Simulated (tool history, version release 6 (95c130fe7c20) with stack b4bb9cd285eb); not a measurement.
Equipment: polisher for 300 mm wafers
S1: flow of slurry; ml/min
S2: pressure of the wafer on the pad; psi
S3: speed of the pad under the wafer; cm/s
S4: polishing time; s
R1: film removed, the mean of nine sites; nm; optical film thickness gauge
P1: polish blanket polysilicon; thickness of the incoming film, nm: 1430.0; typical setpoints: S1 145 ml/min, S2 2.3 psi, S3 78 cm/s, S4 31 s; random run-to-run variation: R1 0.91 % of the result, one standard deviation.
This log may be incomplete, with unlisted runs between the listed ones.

run,hour,S1,S2,S3,S4,R1
1,12.2,145,2.3,78,31,135.950
2,19.7,145,2.3,78,16,68.174
3,26.9,145,1.7,78,31,100.350
4,33.0,145,1.8,78,45,153.640
5,43.1,145,2.3,78,31,133.670
6,53.4,145,3.0,78,31,174.900
7,62.8,145,2.3,78,45,196.230
8,69.0,145,2.3,78,31,134.980
9,77.9,180,2.3,78,31,140.500
10,89.5,145,2.3,78,31,136.930
11,97.5,145,2.3,122,31,211.530
12,109.3,145,2.3,38,31,65.458
13,116.2,85,2.3,78,31,120.630
14,126.6,145,2.3,78,31,133.950

Expected results for the next run?
15,137.5,145,2.3,122,40,?

R1: 271.890 nm
